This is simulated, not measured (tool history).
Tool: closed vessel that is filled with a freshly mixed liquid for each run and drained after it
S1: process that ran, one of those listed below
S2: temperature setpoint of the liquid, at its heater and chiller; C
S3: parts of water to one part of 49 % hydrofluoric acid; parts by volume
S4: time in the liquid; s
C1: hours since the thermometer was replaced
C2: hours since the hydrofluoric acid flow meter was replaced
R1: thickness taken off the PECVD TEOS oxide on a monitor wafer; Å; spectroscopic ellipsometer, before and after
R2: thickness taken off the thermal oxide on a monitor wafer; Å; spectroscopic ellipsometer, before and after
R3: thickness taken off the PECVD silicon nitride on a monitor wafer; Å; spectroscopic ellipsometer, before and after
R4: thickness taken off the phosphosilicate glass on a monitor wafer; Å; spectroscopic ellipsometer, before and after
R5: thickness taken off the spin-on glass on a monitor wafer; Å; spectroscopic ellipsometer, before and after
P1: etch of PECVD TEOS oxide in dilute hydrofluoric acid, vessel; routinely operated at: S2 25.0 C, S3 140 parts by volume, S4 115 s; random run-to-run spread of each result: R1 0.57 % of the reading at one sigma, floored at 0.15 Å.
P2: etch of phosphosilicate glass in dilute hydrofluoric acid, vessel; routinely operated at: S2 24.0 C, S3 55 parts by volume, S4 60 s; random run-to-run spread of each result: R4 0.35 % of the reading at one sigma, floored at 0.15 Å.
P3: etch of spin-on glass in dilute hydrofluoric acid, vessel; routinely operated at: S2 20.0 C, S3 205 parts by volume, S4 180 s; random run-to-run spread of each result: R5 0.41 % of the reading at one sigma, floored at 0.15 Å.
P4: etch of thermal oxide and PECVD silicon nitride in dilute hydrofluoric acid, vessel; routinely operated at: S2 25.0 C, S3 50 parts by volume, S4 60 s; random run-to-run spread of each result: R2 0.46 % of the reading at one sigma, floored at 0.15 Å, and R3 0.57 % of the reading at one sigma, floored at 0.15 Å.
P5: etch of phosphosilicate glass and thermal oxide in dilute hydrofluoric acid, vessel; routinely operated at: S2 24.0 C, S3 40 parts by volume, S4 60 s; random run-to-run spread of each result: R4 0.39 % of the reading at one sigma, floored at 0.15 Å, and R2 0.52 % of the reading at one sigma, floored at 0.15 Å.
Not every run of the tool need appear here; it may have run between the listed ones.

run	day	S1	S2	S3	S4	C1	C2	R1	R2	R3	R4	R5
1	0.296	P1	25.0	140	115	563.1	438.0	68.470				
2	0.658	P4	33.5	50	60	571.8	446.7		85.157	97.183		
3	1.008	P2	24.0	55	60	580.2	455.1				701.79	
4	1.492	P3	20.0	205	40	591.8	466.7					40.247
5	1.950	P2	32.5	55	60	602.8	477.7				979.26	
6	2.192	P2	24.0	55	60	608.6	483.5				700.20	
7	2.638	P4	25.0	50	30	619.3	494.2		30.097	27.802		
8	2.892	P5	30.0	40	60	625.4	500.3		100.860		2531.30	
9	3.133	P4	25.0	20	60	631.2	506.1		156.700	136.290		
10	3.662	P2	24.0	25	60	643.9	518.8				1609.80	
11	3.967	P5	24.0	40	30	651.2	526.1		38.612		995.56	
12	4.388	P1	25.0	245	195	661.3	536.2	59.679				
13	4.846	P3	20.0	205	180	672.3	547.2					181.580
14	5.188	P1	30.0	140	115	680.5	555.4	82.927				
15	5.733	P1	25.0	255	115	693.6	568.5	33.015				
16	6.217	P5	24.0	40	60	705.2	580.1		77.789		1989.20	
17	6.671	P3	20.0	370	180	716.1	591.0					86.147
18	7.196	P1	25.0	55	40	728.7	603.6	67.858				
19	7.588	P1	25.0	140	115	738.1	613.0	68.930				
20	7.825	P1	25.0	140	185	743.8	618.7	110.830				
21	8.071	P1	28.0	140	65	749.7	624.6	44.035				
# day 8.083: thermometer replaced
22	8.575	P4	25.0	50	60	11.8	636.7		60.310	56.467		
23	8.933	P4	25.0	50	60	20.4	645.3		60.232	55.335		
24	9.412	P1	20.0	140	115	31.9	656.8	57.016				
25	9.671	P1	25.0	140	115	38.1	663.0	69.396				
26	10.104	P1	25.0	140	30	48.5	673.4	18.223				
27	10.371	P1	25.0	140	115	54.9	679.8	69.121				
28	10.900	P5	24.0	70	60	67.6	692.5		42.438		1091.10	
29	11.446	P1	25.0	35	115	80.7	705.6	315.010				
30	11.925	P3	17.0	205	180	92.2	717.1					161.100
31	12.312	P2	24.0	55	95	101.5	726.4				1106.60	
32	12.608	P3	20.0	205	180	108.6	733.5					181.240
33	13.083	P1	25.0	140	115	120.0	744.9	69.051				
34	13.388	P1	25.0	140	115	127.3	752.2	70.266				
35	13.658	P1	25.0	140	115	133.8	758.7	70.811				
36	13.975	P1	25.0	140	115	141.4	766.3	72.197				
37	14.300	P1	25.0	140	115	149.2	774.1	72.122				
38	14.804	P1	25.0	140	115	161.3	786.2	72.962				
39	15.321	P1	25.0	140	115	173.7	798.6	72.648				
40	15.638	P1	25.0	140	115	181.3	806.2	72.901				
41	16.004	P1	25.0	140	115	190.1	815.0	73.789				

P1 has crept away from where it was. The log is fitted equally well by each of these 2 causes, at the sizes shown:
A: hydrofluoric acid flow above the setpoint (%) = 4.99
B: liquid hotter than its thermometer reads (K) = 1.5
Onset of the creep was near day 13.083.

Question marks stand in for the results of the 4 check runs listed below, each run on one wafer. Under which run would the listed causes show clearly different results?
check 1	16.371	P4	33.0	50	30				?	?		
check 2	16.371	P2	31.0	55	80						?	
check 3	16.371	P3	20.0	305	180							?
check 4	16.371	P5	24.0	70	30				?		?	

How each check would come out, cause by cause:
check	result	if A	if B
check 1	R2	43.629	43.822
check 1	R3	49.381	51.685
check 2	R4	1300.90	1307.50
check 3	R5	117.630	116.740
check 4	R2	22.538	22.704
check 4	R4	577.05	581.31
Gap, in per cent, between the two causes that each check separates least, read from the result that separates them most: check 1 4.56 %; check 2 0.5 %; check 3 0.76 %; check 4 0.74 %
Check 1 is the one run that separates the causes; every other check would come out nearly the same whichever cause is at work.

Then check 1 was run and gave: R2 43.536 Å; R3 49.282 Å. Which cause is it?

A is the cause: hydrofluoric acid flow above the setpoint (%).
